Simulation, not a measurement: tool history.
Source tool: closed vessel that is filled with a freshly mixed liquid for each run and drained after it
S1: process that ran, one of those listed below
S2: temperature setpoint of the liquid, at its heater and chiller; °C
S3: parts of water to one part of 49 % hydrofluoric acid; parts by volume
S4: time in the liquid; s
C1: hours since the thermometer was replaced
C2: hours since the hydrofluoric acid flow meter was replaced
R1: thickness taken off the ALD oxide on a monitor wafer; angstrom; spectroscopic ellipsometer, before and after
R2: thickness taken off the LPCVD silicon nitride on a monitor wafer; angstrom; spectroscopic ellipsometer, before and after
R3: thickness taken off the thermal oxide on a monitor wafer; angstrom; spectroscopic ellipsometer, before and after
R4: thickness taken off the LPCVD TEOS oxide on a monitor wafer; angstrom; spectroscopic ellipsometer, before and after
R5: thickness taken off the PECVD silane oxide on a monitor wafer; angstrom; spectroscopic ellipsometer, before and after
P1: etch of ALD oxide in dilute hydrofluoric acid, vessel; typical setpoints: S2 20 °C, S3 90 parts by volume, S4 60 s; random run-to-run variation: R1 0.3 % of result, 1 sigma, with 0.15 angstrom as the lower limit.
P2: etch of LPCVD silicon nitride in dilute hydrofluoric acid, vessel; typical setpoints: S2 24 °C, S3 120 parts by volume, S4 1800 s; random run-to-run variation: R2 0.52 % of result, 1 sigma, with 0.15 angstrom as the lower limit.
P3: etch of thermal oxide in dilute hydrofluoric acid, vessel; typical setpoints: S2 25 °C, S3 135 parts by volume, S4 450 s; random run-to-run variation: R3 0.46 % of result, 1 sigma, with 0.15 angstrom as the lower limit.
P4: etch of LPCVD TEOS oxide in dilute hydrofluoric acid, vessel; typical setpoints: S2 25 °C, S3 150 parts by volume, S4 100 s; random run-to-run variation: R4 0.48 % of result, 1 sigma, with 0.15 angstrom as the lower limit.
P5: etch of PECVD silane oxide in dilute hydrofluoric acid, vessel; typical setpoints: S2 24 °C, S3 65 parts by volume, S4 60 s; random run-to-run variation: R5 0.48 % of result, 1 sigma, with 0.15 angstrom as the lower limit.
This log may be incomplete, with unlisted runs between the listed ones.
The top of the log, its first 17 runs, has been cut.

{"run": 18, "hour": 238.5, "S1": "P1", "S2": 20, "S3": 155, "S4": 60, "C1": 562, "C2": 936.9, "R1": 93.251}
{"run": 19, "hour": 255.1, "S1": "P5", "S2": 19, "S3": 65, "S4": 60, "C1": 578.6, "C2": 953.5, "R5": 380.31}
{"run": 20, "hour": 263.9, "S1": "P1", "S2": 25, "S3": 90, "S4": 60, "C1": 587.4, "C2": 962.3, "R1": 211.13}
{"run": 21, "hour": 272.4, "S1": "P3", "S2": 25, "S3": 135, "S4": 450, "C1": 595.9, "C2": 970.8, "R3": 163.29}
{"run": 22, "hour": 289.7, "S1": "P4", "S2": 25, "S3": 150, "S4": 100, "C1": 613.2, "C2": 988.1, "R4": 119.24}
{"run": 23, "hour": 305.2, "S1": "P2", "S2": 24, "S3": 210, "S4": 1800, "C1": 628.7, "C2": 1003.6, "R2": 39.035}
{"run": 24, "hour": 321.5, "S1": "P1", "S2": 20, "S3": 90, "S4": 60, "C1": 645, "C2": 1019.9, "R1": 172.39}
{"run": 25, "hour": 334.9, "S1": "P3", "S2": 25, "S3": 135, "S4": 450, "C1": 658.4, "C2": 1033.3, "R3": 162.62}
{"run": 26, "hour": 347.9, "S1": "P1", "S2": 20, "S3": 30, "S4": 60, "C1": 671.4, "C2": 1046.3, "R1": 554.72}
{"run": 27, "hour": 356.2, "S1": "P5", "S2": 24, "S3": 65, "S4": 60, "C1": 679.7, "C2": 1054.6, "R5": 461.62}
{"run": 28, "hour": 371.6, "S1": "P1", "S2": 17, "S3": 90, "S4": 60, "C1": 695.1, "C2": 1070, "R1": 152.07}
{"run": 29, "hour": 384.8, "S1": "P1", "S2": 20, "S3": 90, "S4": 60, "C1": 708.3, "C2": 1083.2, "R1": 172.64}
{"run": 30, "hour": 399.0, "S1": "P3", "S2": 18.5, "S3": 135, "S4": 450, "C1": 722.5, "C2": 1097.4, "R3": 125.41}
{"run": 31, "hour": 417.6, "S1": "P5", "S2": 24, "S3": 25, "S4": 60, "C1": 741.1, "C2": 1116, "R5": 1282.5}

Estimate the outcome of run 32 from the log above:
{"run": 32, "hour": 430.1, "S1": "P3", "S2": 25, "S3": 55, "S4": 450, "C1": 753.6, "C2": 1128.5, "R3": "?"}

{"run 32": {"R3": 444.94}}
